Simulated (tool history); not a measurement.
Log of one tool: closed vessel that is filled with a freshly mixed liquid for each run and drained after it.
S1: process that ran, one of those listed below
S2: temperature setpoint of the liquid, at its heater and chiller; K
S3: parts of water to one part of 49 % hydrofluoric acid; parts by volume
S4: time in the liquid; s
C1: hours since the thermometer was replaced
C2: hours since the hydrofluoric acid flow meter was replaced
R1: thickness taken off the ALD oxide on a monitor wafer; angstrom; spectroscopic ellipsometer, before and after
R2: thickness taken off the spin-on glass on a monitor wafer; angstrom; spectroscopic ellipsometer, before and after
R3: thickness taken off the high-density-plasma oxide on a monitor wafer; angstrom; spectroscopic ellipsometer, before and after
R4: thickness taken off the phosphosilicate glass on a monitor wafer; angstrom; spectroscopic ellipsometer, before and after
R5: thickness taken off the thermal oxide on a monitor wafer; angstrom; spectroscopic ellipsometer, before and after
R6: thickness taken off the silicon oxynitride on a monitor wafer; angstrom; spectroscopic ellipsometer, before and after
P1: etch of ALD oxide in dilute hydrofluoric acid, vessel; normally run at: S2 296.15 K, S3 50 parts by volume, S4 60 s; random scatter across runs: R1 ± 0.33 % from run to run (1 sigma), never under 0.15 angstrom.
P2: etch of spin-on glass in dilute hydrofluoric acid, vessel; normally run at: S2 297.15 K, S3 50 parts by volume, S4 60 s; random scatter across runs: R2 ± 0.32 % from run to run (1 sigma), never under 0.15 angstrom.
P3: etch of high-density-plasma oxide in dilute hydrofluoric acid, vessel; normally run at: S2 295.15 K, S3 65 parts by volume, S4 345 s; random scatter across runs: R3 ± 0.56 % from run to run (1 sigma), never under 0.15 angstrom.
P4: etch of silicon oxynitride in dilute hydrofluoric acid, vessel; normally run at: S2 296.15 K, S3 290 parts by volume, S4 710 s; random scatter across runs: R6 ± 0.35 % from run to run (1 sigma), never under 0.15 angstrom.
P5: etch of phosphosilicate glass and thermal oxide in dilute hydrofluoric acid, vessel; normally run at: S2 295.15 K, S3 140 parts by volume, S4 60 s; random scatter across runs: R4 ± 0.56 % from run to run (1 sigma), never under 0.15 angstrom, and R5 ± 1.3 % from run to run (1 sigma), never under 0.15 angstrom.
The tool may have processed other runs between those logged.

run,day,S1,S2,S3,S4,C1,C2,R1,R2,R3,R4,R5,R6
1,0.267,P1,296.15,50,60,695.5,152.6,240.34,,,,,
2,0.550,P2,290.15,50,60,702.3,159.4,,371.28,,,,
3,0.746,P3,295.15,65,180,707.0,164.1,,,135.44,,,
4,1.088,P1,296.15,50,30,715.2,172.3,119.81,,,,,
5,1.396,P5,290.15,140,60,722.6,179.7,,,,318.83,13.8780,
6,1.688,P3,290.15,65,345,729.6,186.7,,,211.84,,,
7,1.950,P4,296.15,290,710,735.9,193.0,,,,,,74.086
8,2.108,P5,295.15,140,60,739.7,196.8,,,,389.08,17.3860,
9,2.342,P1,296.15,50,105,745.3,202.4,420.65,,,,,
10,2.596,P1,296.15,30,60,751.4,208.5,413.03,,,,,
11,2.867,P5,295.15,30,60,757.9,215.0,,,,2089.50,92.5930,
12,3.146,P1,300.65,50,60,764.6,221.7,287.03,,,,,
13,3.471,P1,296.15,50,60,772.4,229.5,239.44,,,,,
14,3.804,P1,296.15,50,60,780.4,237.5,241.04,,,,,
15,4.029,P4,296.15,290,1270,785.8,242.9,,,,,,132.680
16,4.254,P5,295.15,140,30,791.2,248.3,,,,196.72,8.9069,
17,4.454,P1,296.15,50,60,796.0,253.1,240.11,,,,,
18,4.654,P2,297.15,50,60,800.8,257.9,,501.06,,,,
19,4.917,P1,303.15,50,35,807.1,264.2,185.87,,,,,
20,5.158,P1,296.15,50,60,812.9,270.0,240.77,,,,,
21,5.358,P4,296.15,290,710,817.7,274.8,,,,,,74.433
22,5.612,P1,296.15,70,60,823.8,280.9,166.37,,,,,
23,5.792,P4,304.15,290,710,828.1,285.2,,,,,,102.100
24,6.071,P3,295.15,65,345,834.8,291.9,,,258.05,,,
25,6.246,P2,297.15,20,60,839.0,296.1,,1302.50,,,,
26,6.492,P1,291.65,50,60,844.9,302.0,198.29,,,,,
27,6.662,P2,297.15,50,30,849.0,306.1,,249.89,,,,
28,6.846,P3,295.15,100,345,853.4,310.5,,,161.10,,,
29,7.104,P1,290.15,20,60,859.6,316.7,479.81,,,,,
30,7.312,P5,295.15,140,60,864.6,321.7,,,,389.84,17.3950,
31,7.512,P4,296.15,470,710,869.4,326.5,,,,,,41.154
32,7.754,P1,296.15,50,60,875.2,332.3,239.15,,,,,
33,8.079,P1,296.15,50,60,883.0,340.1,251.51,,,,,
34,8.304,P1,296.15,50,60,888.4,345.5,256.11,,,,,
35,8.467,P1,296.15,50,60,892.3,349.4,258.65,,,,,
36,8.792,P1,296.15,50,60,900.1,357.2,262.61,,,,,
37,9.092,P1,296.15,50,60,907.3,364.4,262.18,,,,,
38,9.304,P1,296.15,50,60,912.4,369.5,264.89,,,,,
39,9.462,P1,296.15,50,60,916.2,373.3,263.98,,,,,
40,9.758,P1,296.15,50,60,923.3,380.4,263.32,,,,,

The log shows P1 creeping away from where it was. Any of the 2 causes listed here, at the size stated for it, fits the log just as well as the others:
A: liquid hotter than its thermometer reads (K) = 2.25
B: hydrofluoric acid flow above the setpoint (%) = 9.09
The creep began at about day 7.754.

Listed below are the offered check runs, one wafer per run, with question marks in place of results. For which of them would the causes give clearly different outcomes?
check 1,10.054,P5,295.15,35,30,,,,,,?,?,
check 2,10.054,P4,303.65,460,710,,,,,,,,?
check 3,10.054,P3,291.65,65,210,,,,,?,,,
check 4,10.054,P2,297.15,20,60,,,,?,,,,

Outcome of each check run for each possible cause:
check,result,if A,if B
check 1,R4,977.76,974.32
check 1,R5,43.3860,43.2340
check 2,R6,60.685,62.769
check 3,R3,150.29,150.05
check 4,R2,1428.20,1421.40
Separation of the two closest causes in each check, using whichever result separates them best: check 1 0.35 %; check 2 3.38 %; check 3 0.16 %; check 4 0.48 %
The other checks would show nearly matching results whichever cause is true, so check 2 is the only one that separates the causes.

Then check 2 was run and gave: R6 60.510 angstrom. Which cause is it?

It was cause A: liquid hotter than its thermometer reads (K).

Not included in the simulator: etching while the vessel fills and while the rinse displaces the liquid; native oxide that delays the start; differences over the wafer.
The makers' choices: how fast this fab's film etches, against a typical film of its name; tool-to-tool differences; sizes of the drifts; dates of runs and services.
